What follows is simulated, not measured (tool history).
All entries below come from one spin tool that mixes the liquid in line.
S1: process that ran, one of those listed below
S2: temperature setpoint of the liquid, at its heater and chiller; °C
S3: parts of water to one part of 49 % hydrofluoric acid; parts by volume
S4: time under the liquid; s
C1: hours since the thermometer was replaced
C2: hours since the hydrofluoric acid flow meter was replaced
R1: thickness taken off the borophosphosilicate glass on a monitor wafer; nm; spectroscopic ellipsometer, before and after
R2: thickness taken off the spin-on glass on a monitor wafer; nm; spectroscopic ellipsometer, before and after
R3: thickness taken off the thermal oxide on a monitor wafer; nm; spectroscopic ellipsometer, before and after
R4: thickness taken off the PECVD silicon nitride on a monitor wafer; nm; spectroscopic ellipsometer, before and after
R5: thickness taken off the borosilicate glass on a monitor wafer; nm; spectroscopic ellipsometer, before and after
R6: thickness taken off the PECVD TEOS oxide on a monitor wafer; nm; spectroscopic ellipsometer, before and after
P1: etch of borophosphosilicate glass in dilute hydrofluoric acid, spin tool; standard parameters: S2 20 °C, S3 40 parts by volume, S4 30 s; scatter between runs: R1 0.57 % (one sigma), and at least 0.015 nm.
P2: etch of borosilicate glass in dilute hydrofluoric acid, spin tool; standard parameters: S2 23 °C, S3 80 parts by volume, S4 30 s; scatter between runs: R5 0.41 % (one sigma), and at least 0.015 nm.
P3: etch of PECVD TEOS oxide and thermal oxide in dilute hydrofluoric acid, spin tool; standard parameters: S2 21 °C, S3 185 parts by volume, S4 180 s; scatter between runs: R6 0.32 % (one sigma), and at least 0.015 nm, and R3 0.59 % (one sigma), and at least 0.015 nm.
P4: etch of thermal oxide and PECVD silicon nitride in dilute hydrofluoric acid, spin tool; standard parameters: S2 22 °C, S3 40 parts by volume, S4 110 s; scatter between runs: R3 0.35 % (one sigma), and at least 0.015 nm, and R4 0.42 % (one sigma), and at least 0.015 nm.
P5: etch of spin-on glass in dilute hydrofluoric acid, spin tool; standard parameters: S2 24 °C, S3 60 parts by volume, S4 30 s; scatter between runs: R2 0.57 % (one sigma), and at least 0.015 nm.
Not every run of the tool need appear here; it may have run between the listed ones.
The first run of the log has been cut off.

Run 2, hour 6.6: S1 P1, S2 20 °C, S3 40 parts by volume, S4 30 s; C1 879; C2 522. Result: R1 38.724 nm.
Run 3, hour 10.4: S1 P1, S2 20 °C, S3 40 parts by volume, S4 50 s; C1 882.8; C2 525.8. Result: R1 63.896 nm.
Run 4, hour 14.9: S1 P1, S2 27.5 °C, S3 40 parts by volume, S4 30 s; C1 887.3; C2 530.3. Result: R1 52.747 nm.
Run 5, hour 18.7: S1 P5, S2 24 °C, S3 60 parts by volume, S4 60 s; C1 891.1; C2 534.1. Result: R2 36.382 nm.
Run 6, hour 22.2: S1 P5, S2 17.5 °C, S3 60 parts by volume, S4 30 s; C1 894.6; C2 537.6. Result: R2 13.929 nm.
Run 7, hour 25.1: S1 P1, S2 26 °C, S3 40 parts by volume, S4 60 s; C1 897.5; C2 540.5. Result: R1 98.996 nm.
Run 8, hour 30.2: S1 P4, S2 22 °C, S3 20 parts by volume, S4 110 s; C1 902.6; C2 545.6. Result: R3 25.746 nm, R4 16.868 nm.
Run 9, hour 33.9: S1 P5, S2 24 °C, S3 25 parts by volume, S4 30 s; C1 906.3; C2 549.3. Result: R2 46.077 nm.
Run 10, hour 37.9: S1 P2, S2 23 °C, S3 130 parts by volume, S4 30 s; C1 910.3; C2 553.3. Result: R5 11.158 nm.
Run 11, hour 40.4: S1 P1, S2 20 °C, S3 40 parts by volume, S4 15 s; C1 912.8; C2 555.8. Result: R1 19.243 nm.
Run 12, hour 44.8: S1 P1, S2 17 °C, S3 40 parts by volume, S4 15 s; C1 917.2; C2 560.2. Result: R1 16.992 nm.
Run 13, hour 47.5: S1 P3, S2 27 °C, S3 185 parts by volume, S4 180 s; C1 919.9; C2 562.9. Result: R3 4.6839 nm, R6 12.615 nm.
Run 14, hour 51.1: S1 P1, S2 20 °C, S3 65 parts by volume, S4 30 s; C1 923.5; C2 566.5. Result: R1 23.081 nm.
Run 15, hour 54.3: S1 P3, S2 21 °C, S3 185 parts by volume, S4 180 s; C1 926.7; C2 569.7. Result: R3 3.7847 nm, R6 10.161 nm.
Run 16, hour 58.4: S1 P5, S2 24 °C, S3 60 parts by volume, S4 30 s; C1 930.8; C2 573.8. Result: R2 18.162 nm.
Run 17, hour 62.1: S1 P1, S2 20 °C, S3 40 parts by volume, S4 30 s; C1 934.5; C2 577.5. Result: R1 38.59 nm.
Run 18, hour 67.3: S1 P5, S2 24 °C, S3 60 parts by volume, S4 30 s; C1 939.7; C2 582.7. Result: R2 18.244 nm.
Run 19, hour 70.1: S1 P2, S2 23 °C, S3 80 parts by volume, S4 15 s; C1 942.5; C2 585.5. Result: R5 9.554 nm.
Run 20, hour 73.3: S1 P4, S2 17 °C, S3 40 parts by volume, S4 110 s; C1 945.7; C2 588.7. Result: R3 10.137 nm, R4 6.0636 nm.
Run 21, hour 78.4: S1 P3, S2 21 °C, S3 40 parts by volume, S4 180 s; C1 950.8; C2 593.8. Result: R3 20.61 nm, R6 54.816 nm.
Run 22, hour 81.5: S1 P1, S2 17 °C, S3 20 parts by volume, S4 30 s; C1 953.9; C2 596.9. Result: R1 68.576 nm.
Run 23, hour 86.6: S1 P4, S2 22 °C, S3 40 parts by volume, S4 170 s; C1 959; C2 602. Result: R3 19.422 nm, R4 13.36 nm.

What will run 24 give?
Run 24, hour 90: S1 P2, S2 23 °C, S3 80 parts by volume, S4 30 s; C1 962.4; C2 605.4. Result: R5 ?.

R5: 19.297 nm
